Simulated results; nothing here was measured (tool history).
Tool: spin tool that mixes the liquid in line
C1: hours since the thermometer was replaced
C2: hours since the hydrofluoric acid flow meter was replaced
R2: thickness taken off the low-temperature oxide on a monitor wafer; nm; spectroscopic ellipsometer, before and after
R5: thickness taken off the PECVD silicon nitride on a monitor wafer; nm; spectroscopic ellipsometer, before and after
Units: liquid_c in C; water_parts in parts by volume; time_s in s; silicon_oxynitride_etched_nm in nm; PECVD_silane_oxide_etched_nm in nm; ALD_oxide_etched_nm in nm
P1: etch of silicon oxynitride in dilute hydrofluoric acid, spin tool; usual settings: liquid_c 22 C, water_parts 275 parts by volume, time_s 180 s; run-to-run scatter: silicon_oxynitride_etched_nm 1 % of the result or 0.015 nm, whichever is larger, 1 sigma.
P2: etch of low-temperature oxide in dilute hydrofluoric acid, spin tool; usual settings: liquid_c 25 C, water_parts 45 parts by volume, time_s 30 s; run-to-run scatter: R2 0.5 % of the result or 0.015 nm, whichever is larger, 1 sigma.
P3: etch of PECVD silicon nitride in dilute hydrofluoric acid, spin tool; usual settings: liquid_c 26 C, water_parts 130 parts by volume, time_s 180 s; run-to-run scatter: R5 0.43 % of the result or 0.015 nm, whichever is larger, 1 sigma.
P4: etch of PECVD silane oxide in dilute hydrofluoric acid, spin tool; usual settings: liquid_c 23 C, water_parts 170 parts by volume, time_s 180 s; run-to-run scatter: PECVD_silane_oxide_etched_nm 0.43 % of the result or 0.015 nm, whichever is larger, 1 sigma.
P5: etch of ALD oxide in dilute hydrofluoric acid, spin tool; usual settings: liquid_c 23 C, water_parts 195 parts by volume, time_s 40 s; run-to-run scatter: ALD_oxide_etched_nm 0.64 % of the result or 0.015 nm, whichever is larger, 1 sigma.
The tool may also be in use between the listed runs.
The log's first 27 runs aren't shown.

run 28 hour=288.4 | process=P1 liquid_c=22 water_parts=275 time_s=180 | C1=868.4 C2=567.4 | silicon_oxynitride_etched_nm=2.5066
run 29 hour=297.2 | process=P1 liquid_c=22 water_parts=275 time_s=180 | C1=877.2 C2=576.2 | silicon_oxynitride_etched_nm=2.4717
run 30 hour=309.8 | process=P1 liquid_c=22 water_parts=275 time_s=15 | C1=889.8 C2=588.8 | silicon_oxynitride_etched_nm=0.23014
run 31 hour=321 | process=P1 liquid_c=22 water_parts=275 time_s=350 | C1=901 C2=600 | silicon_oxynitride_etched_nm=4.8785
run 32 hour=331.2 | process=P3 liquid_c=26 water_parts=130 time_s=180 | C1=911.2 C2=610.2 | R5=9.193
run 33 hour=340.8 | process=P1 liquid_c=22 water_parts=275 time_s=180 | C1=920.8 C2=619.8 | silicon_oxynitride_etched_nm=2.4859
run 34 hour=355.2 | process=P1 liquid_c=22 water_parts=275 time_s=180 | C1=935.2 C2=634.2 | silicon_oxynitride_etched_nm=2.4252
run 35 hour=366.4 | process=P1 liquid_c=22 water_parts=275 time_s=180 | C1=946.4 C2=645.4 | silicon_oxynitride_etched_nm=2.4063
run 36 hour=379.2 | process=P1 liquid_c=22 water_parts=275 time_s=180 | C1=959.2 C2=658.2 | silicon_oxynitride_etched_nm=2.4182
run 37 hour=393.3 | process=P1 liquid_c=22 water_parts=275 time_s=180 | C1=973.3 C2=672.3 | silicon_oxynitride_etched_nm=2.3295
run 38 hour=403.8 | process=P1 liquid_c=22 water_parts=275 time_s=180 | C1=983.8 C2=682.8 | silicon_oxynitride_etched_nm=2.408
run 39 hour=410.8 | process=P1 liquid_c=22 water_parts=275 time_s=180 | C1=990.8 C2=689.8 | silicon_oxynitride_etched_nm=2.3523
run 40 hour=421.6 | process=P1 liquid_c=22 water_parts=275 time_s=180 | C1=1001.6 C2=700.6 | silicon_oxynitride_etched_nm=2.3653
run 41 hour=434.2 | process=P1 liquid_c=22 water_parts=275 time_s=180 | C1=1014.2 C2=713.2 | silicon_oxynitride_etched_nm=2.3559
run 42 hour=448.4 | process=P1 liquid_c=22 water_parts=275 time_s=180 | C1=1028.4 C2=727.4 | silicon_oxynitride_etched_nm=2.3371

The next listed run, before its measurement:
run 43 hour=458.1 | process=P1 liquid_c=22 water_parts=275 time_s=180 | C1=1038.1 C2=737.1 | silicon_oxynitride_etched_nm=?

Run 43 gave silicon_oxynitride_etched_nm 2.3285 nm.
